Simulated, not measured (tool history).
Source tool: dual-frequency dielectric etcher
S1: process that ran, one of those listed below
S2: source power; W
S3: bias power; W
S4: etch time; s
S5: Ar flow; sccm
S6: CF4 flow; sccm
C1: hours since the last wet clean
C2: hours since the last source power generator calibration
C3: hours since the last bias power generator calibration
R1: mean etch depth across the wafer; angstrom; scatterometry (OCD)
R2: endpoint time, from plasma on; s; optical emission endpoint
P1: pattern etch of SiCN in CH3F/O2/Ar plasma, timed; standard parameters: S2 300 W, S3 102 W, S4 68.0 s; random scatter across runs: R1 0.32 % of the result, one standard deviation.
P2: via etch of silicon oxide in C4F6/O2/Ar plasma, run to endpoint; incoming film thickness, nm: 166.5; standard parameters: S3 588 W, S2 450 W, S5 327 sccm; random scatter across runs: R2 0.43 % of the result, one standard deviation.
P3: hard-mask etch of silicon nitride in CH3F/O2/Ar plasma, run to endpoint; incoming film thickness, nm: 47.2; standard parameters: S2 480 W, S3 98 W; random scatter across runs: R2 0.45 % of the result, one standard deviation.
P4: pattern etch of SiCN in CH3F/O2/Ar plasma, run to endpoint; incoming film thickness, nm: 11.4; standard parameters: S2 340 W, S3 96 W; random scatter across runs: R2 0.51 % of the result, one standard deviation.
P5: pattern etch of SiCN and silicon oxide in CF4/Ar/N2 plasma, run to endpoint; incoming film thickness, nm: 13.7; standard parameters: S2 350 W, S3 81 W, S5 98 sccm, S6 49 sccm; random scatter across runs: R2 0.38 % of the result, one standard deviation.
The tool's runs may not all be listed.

run,hour,S1,S2,S3,S4,S5,S6,C1,C2,C3,R1,R2
1,4.3,P1,300,102,68.0,,,393.2,426.1,1608.3,257.97,
2,13.7,P5,350,81,,68,49,402.6,435.5,1617.7,,19.107
3,19.1,P2,620,588,,327,,408.0,440.9,1623.1,,29.047
4,25.8,P5,350,81,,98,49,414.7,447.6,1629.8,,20.233
5,33.4,P3,480,98,,,,422.3,455.2,1637.4,,55.592
6,40.2,P2,450,733,,327,,429.1,462.0,1644.2,,29.959
7,49.4,P4,220,96,,,,438.3,471.2,1653.4,,33.422
8,57.8,P1,410,102,68.0,,,446.7,479.6,1661.8,288.22,
9,64.4,P1,300,102,68.0,,,453.3,486.2,1668.4,256.30,
10,70.8,P5,350,102,,98,49,459.7,492.6,1674.8,,18.560
11,76.5,P2,450,588,,327,,465.4,498.3,1680.5,,32.678
12,83.7,P1,390,73,68.0,,,472.6,505.5,1687.7,249.38,
13,90.3,P5,350,81,,98,64,479.2,512.1,1694.3,,19.509
14,94.3,P1,300,59,68.0,,,483.2,516.1,1698.3,209.67,
15,99.7,P4,340,96,,,,488.6,521.5,1703.7,,28.475
16,106.9,P1,300,102,37.5,,,495.8,528.7,1710.9,140.97,
17,110.9,P5,220,81,,98,49,499.8,532.7,1714.9,,30.417
18,118.6,P1,300,138,68.0,,,507.5,540.4,1722.6,288.50,

Predict the results of run 19:
19,126.3,P3,480,130,,,,515.2,548.1,1730.3,,?

{"run 19": {"R2": 50.296}}

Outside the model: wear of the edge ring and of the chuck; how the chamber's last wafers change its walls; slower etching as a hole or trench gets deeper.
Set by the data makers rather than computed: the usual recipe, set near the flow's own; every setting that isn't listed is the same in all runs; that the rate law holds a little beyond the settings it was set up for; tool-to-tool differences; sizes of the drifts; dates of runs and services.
